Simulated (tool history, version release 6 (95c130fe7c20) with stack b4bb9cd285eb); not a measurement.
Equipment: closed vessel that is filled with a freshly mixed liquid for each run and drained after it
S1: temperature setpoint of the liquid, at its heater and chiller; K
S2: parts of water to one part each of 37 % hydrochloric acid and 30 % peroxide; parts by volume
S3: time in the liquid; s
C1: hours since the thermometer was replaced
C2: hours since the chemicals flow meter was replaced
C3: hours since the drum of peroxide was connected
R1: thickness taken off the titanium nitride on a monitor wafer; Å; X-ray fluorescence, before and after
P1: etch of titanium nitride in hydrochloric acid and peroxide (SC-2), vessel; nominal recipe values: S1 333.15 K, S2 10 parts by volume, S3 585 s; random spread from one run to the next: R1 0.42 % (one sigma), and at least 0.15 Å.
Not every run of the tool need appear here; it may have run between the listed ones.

run,hour,S1,S2,S3,C1,C2,C3,R1
1,8.2,333.15,10,585,899.5,199.4,112.4,209.69
2,23.8,333.15,10,585,915.1,215,128,209.36
3,40.4,333.15,10,585,931.7,231.6,144.6,208.77
4,47.8,333.15,10,975,939.1,239,152,345.43
5,56.7,333.15,4,585,948,247.9,160.9,417.79
6,73.1,333.15,15,585,964.4,264.3,177.3,147.35
7,82.1,324.65,10,970,973.4,273.3,186.3,201.4
8,96.1,333.15,10,585,987.4,287.3,200.3,208.73
9,106.7,333.15,10,585,998,297.9,210.9,210.59
10,121.1,333.15,10,110,1012.4,312.3,225.3,39.576
11,133.4,318.15,10,585,1024.7,324.6,237.6,77.184
12,145.9,345.15,10,585,1037.2,337.1,250.1,431.94
13,161.1,333.15,10,585,1052.4,352.3,265.3,208.04
14,174.8,333.15,10,585,1066.1,366,279,200.19
15,189.1,333.15,10,585,1080.4,380.3,293.3,195.37
16,199.8,333.15,10,585,1091.1,391,304,192.65
# hour 202.4: new drum of peroxide connected
17,209.3,333.15,10,585,1100.6,400.5,6.9,192
18,220.4,333.15,10,585,1111.7,411.6,18,190.4
19,228.7,333.15,10,585,1120,419.9,26.3,190.23
20,236.4,333.15,10,585,1127.7,427.6,34,190.45
21,244.1,333.15,10,585,1135.4,435.3,41.7,191.53

What P1 gives has crept off from where it sat before. The 2 causes that follow fit the log equally well, each at the size noted:
A: liquid colder than its thermometer reads (K) = 1.49
B: chemicals flow below the setpoint (%) = 10.5
The drift started at roughly hour 161.1.
The rest of the possible causes, and what rules out each one:
peroxide weaker than its label (%): work on it at hour 202.4, done after the drift set in, did not restore what the process gave before

Of the 4 check runs below, each run on 2 wafers with the results averaged and each result still a question mark, which one would tell the listed causes apart?
check 1,251.8,324.15,14.5,585,,,,?
check 2,251.8,324.65,10,925,,,,?
check 3,251.8,324.65,4,585,,,,?
check 4,251.8,326.15,10,585,,,,?

Outcome of each check run for each possible cause:
check,result,if A,if B
check 1,R1,77.052,77.135
check 2,R1,173.21,174.19
check 3,R1,219.09,224.33
check 4,R1,121.01,121.58
Smallest distance between any two causes, each pair judged by its most separating result, in per cent: check 1 0.11 %; check 2 0.56 %; check 3 2.36 %; check 4 0.47 %
Check 3 is the one run that separates the causes; every other check would come out nearly the same whichever cause is at work.

Running check 3 produced the following: R1 225.7 Å. Which one of the listed causes fits?

It was cause B: chemicals flow below the setpoint (%).
